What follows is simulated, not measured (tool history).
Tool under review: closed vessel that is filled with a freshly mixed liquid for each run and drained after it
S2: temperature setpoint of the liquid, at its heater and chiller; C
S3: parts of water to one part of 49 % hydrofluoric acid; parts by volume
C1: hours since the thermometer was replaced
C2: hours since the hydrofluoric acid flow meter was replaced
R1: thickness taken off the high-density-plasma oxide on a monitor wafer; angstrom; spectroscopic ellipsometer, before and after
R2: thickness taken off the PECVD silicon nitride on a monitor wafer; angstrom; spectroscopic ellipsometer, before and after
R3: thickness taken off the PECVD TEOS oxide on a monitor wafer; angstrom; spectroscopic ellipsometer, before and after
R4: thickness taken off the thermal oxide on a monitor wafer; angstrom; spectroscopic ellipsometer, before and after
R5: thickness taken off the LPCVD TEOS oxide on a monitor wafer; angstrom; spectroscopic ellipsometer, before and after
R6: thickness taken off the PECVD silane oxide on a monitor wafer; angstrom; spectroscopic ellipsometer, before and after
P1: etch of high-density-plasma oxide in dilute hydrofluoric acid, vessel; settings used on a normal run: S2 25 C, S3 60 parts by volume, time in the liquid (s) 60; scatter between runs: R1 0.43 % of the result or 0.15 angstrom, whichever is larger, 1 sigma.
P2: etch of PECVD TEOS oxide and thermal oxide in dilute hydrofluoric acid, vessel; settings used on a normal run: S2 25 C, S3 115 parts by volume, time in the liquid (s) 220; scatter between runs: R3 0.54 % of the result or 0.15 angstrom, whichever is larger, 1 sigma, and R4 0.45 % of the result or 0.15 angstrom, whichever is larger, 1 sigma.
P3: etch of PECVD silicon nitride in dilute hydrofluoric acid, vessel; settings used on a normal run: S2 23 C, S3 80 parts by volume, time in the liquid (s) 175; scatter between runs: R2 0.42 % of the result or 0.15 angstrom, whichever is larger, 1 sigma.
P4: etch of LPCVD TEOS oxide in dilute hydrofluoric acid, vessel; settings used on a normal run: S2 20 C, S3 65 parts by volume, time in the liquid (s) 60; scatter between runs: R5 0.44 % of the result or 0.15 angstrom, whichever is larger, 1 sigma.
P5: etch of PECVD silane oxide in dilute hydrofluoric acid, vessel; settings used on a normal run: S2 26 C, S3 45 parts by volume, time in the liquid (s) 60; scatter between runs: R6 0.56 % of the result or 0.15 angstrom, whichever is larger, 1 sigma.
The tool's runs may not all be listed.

Run 1, day 0.083: process that ran P1, S2 25 C, S3 60 parts by volume, time in the liquid (s) 60; C1 684.9; C2 569.2. Result: R1 54.688 angstrom.
Run 2, day 0.167: process that ran P1, S2 20 C, S3 60 parts by volume, time in the liquid (s) 60; C1 686.9; C2 571.2. Result: R1 44.539 angstrom.
Run 3, day 0.267: process that ran P1, S2 25 C, S3 60 parts by volume, time in the liquid (s) 60; C1 689.3; C2 573.6. Result: R1 55.236 angstrom.
Run 4, day 0.358: process that ran P3, S2 23 C, S3 80 parts by volume, time in the liquid (s) 325; C1 691.5; C2 575.8. Result: R2 216.88 angstrom.
Run 5, day 0.479: process that ran P1, S2 25 C, S3 60 parts by volume, time in the liquid (s) 60; C1 694.4; C2 578.7. Result: R1 54.943 angstrom.
Run 6, day 0.654: process that ran P2, S2 25 C, S3 115 parts by volume, time in the liquid (s) 220; C1 698.6; C2 582.9. Result: R3 225.81 angstrom, R4 89.285 angstrom.
Run 7, day 0.788: process that ran P1, S2 32.5 C, S3 60 parts by volume, time in the liquid (s) 95; C1 701.8; C2 586.1. Result: R1 115.47 angstrom.
Run 8, day 0.908: process that ran P4, S2 17 C, S3 65 parts by volume, time in the liquid (s) 60; C1 704.7; C2 589. Result: R5 255.81 angstrom.
Run 9, day 1.088: process that ran P5, S2 26 C, S3 45 parts by volume, time in the liquid (s) 60; C1 709; C2 593.3. Result: R6 390.74 angstrom.
Run 10, day 1.246: process that ran P1, S2 25 C, S3 60 parts by volume, time in the liquid (s) 60; C1 712.8; C2 597.1. Result: R1 54.803 angstrom.
Run 11, day 1.421: process that ran P2, S2 25 C, S3 115 parts by volume, time in the liquid (s) 325; C1 717; C2 601.3. Result: R3 335.71 angstrom, R4 131.26 angstrom.
Run 12, day 1.521: process that ran P5, S2 34 C, S3 45 parts by volume, time in the liquid (s) 60; C1 719.4; C2 603.7. Result: R6 533.79 angstrom.
Run 13, day 1.7: process that ran P1, S2 25 C, S3 60 parts by volume, time in the liquid (s) 60; C1 723.7; C2 608. Result: R1 54.675 angstrom.
Run 14, day 1.825: process that ran P3, S2 29.5 C, S3 80 parts by volume, time in the liquid (s) 175; C1 726.7; C2 611. Result: R2 178.75 angstrom.
Run 15, day 1.912: process that ran P4, S2 20 C, S3 30 parts by volume, time in the liquid (s) 60; C1 728.8; C2 613.1. Result: R5 662.12 angstrom.
Run 16, day 2.021: process that ran P5, S2 26 C, S3 75 parts by volume, time in the liquid (s) 60; C1 731.4; C2 615.7. Result: R6 223.05 angstrom.
Run 17, day 2.15: process that ran P1, S2 25 C, S3 20 parts by volume, time in the liquid (s) 60; C1 734.5; C2 618.8. Result: R1 174.92 angstrom.
Run 18, day 2.262: process that ran P3, S2 23 C, S3 80 parts by volume, time in the liquid (s) 175; C1 737.2; C2 621.5. Result: R2 116.86 angstrom.
Run 19, day 2.362: process that ran P1, S2 25 C, S3 95 parts by volume, time in the liquid (s) 60; C1 739.6; C2 623.9. Result: R1 33.176 angstrom.
At day 2.392: hydrofluoric acid flow meter replaced.
Run 20, day 2.525: process that ran P4, S2 20 C, S3 65 parts by volume, time in the liquid (s) 115; C1 743.5; C2 3.2. Result: R5 561.69 angstrom.
Run 21, day 2.646: process that ran P2, S2 29 C, S3 115 parts by volume, time in the liquid (s) 220; C1 746.4; C2 6.1. Result: R3 265.26 angstrom, R4 103.64 angstrom.
Run 22, day 2.758: process that ran P1, S2 29 C, S3 25 parts by volume, time in the liquid (s) 60; C1 749.1; C2 8.8. Result: R1 163.47 angstrom.
Run 23, day 2.871: process that ran P2, S2 25 C, S3 115 parts by volume, time in the liquid (s) 220; C1 751.8; C2 11.5. Result: R3 226.98 angstrom, R4 89.981 angstrom.
Run 24, day 2.958: process that ran P5, S2 26 C, S3 45 parts by volume, time in the liquid (s) 35; C1 753.9; C2 13.6. Result: R6 226.14 angstrom.
Run 25, day 3.038: process that ran P1, S2 25 C, S3 60 parts by volume, time in the liquid (s) 60; C1 755.8; C2 15.5. Result: R1 55.139 angstrom.
Run 26, day 3.192: process that ran P3, S2 23 C, S3 125 parts by volume, time in the liquid (s) 175; C1 759.5; C2 19.2. Result: R2 76.183 angstrom.
Run 27, day 3.312: process that ran P1, S2 25 C, S3 60 parts by volume, time in the liquid (s) 105; C1 762.4; C2 22.1. Result: R1 96.828 angstrom.
Run 28, day 3.4: process that ran P4, S2 20 C, S3 65 parts by volume, time in the liquid (s) 60; C1 764.5; C2 24.2. Result: R5 291.58 angstrom.
Run 29, day 3.55: process that ran P1, S2 19.5 C, S3 40 parts by volume, time in the liquid (s) 60; C1 768.1; C2 27.8. Result: R1 67.088 angstrom.
Run 30, day 3.675: process that ran P1, S2 25 C, S3 60 parts by volume, time in the liquid (s) 30; C1 771.1; C2 30.8. Result: R1 27.472 angstrom.
Run 31, day 3.842: process that ran P1, S2 32 C, S3 60 parts by volume, time in the liquid (s) 60; C1 775.1; C2 34.8. Result: R1 71.303 angstrom.
Run 32, day 3.929: process that ran P2, S2 25 C, S3 180 parts by volume, time in the liquid (s) 220; C1 777.2; C2 36.9. Result: R3 134.01 angstrom, R4 52.623 angstrom.
Run 33, day 4.038: process that ran P1, S2 25 C, S3 60 parts by volume, time in the liquid (s) 60; C1 779.8; C2 39.5. Result: R1 55.043 angstrom.
Run 34, day 4.142: process that ran P1, S2 25 C, S3 60 parts by volume, time in the liquid (s) 60; C1 782.3; C2 42. Result: R1 56.008 angstrom.
Run 35, day 4.258: process that ran P1, S2 25 C, S3 60 parts by volume, time in the liquid (s) 60; C1 785.1; C2 44.8. Result: R1 56.817 angstrom.
Run 36, day 4.342: process that ran P1, S2 25 C, S3 60 parts by volume, time in the liquid (s) 60; C1 787.1; C2 46.8. Result: R1 57.589 angstrom.
Run 37, day 4.429: process that ran P1, S2 25 C, S3 60 parts by volume, time in the liquid (s) 60; C1 789.2; C2 48.9. Result: R1 57.831 angstrom.
Run 38, day 4.512: process that ran P1, S2 25 C, S3 60 parts by volume, time in the liquid (s) 60; C1 791.2; C2 50.9. Result: R1 58.088 angstrom.
Run 39, day 4.612: process that ran P1, S2 25 C, S3 60 parts by volume, time in the liquid (s) 60; C1 793.6; C2 53.3. Result: R1 57.793 angstrom.
Run 40, day 4.692: process that ran P1, S2 25 C, S3 60 parts by volume, time in the liquid (s) 60; C1 795.5; C2 55.2. Result: R1 57.63 angstrom.
Run 41, day 4.829: process that ran P1, S2 25 C, S3 60 parts by volume, time in the liquid (s) 60; C1 798.8; C2 58.5. Result: R1 58.217 angstrom.
Run 42, day 5.012: process that ran P1, S2 25 C, S3 60 parts by volume, time in the liquid (s) 60; C1 803.2; C2 62.9. Result: R1 58.09 angstrom.
Run 43, day 5.096: process that ran P1, S2 25 C, S3 60 parts by volume, time in the liquid (s) 60; C1 805.2; C2 64.9. Result: R1 58.356 angstrom.

Something has made what P1 gives creep away from where it was; the 2 causes below, each at its own stated size, fit the log equally well:
A: hydrofluoric acid flow above the setpoint (%) = 6.07
B: liquid hotter than its thermometer reads (K) = 1.58
The gradual shift began around day 4.038.

Below are 4 check runs, each on a single wafer, with their results shown as question marks. Which of them would tell the listed causes apart, meaning the causes would give clearly different results under it?
Run check 1, day 5.179: process that ran P4, S2 20 C, S3 65 parts by volume, time in the liquid (s) 60. Result: R5 ?.
Run check 2, day 5.179: process that ran P2, S2 25 C, S3 115 parts by volume, time in the liquid (s) 220. Result: R3 ?, R4 ?.
Run check 3, day 5.179: process that ran P3, S2 23 C, S3 80 parts by volume, time in the liquid (s) 175. Result: R2 ?.
Run check 4, day 5.179: process that ran P5, S2 26 C, S3 45 parts by volume, time in the liquid (s) 60. Result: R6 ?.

What each check would give under each cause:
  check  result    if A    if B
check 1      R5   311.4  312.23
check 2      R3  244.05  242.55
check 2      R4  95.365  94.778
check 3      R2  123.87  129.87
check 4      R6  413.43  413.93
Minimum pairwise separation of causes per check, each pair taken at its best-separating result: check 1 0.27 %; check 2 0.62 %; check 3 4.73 %; check 4 0.12 %
The causes can be told apart only by check 3. The other checks would give nearly the same results under each of them.

Running check 3 produced the following: R2 129.71 angstrom. Which one of the listed causes fits?

It was cause B: liquid hotter than its thermometer reads (K).
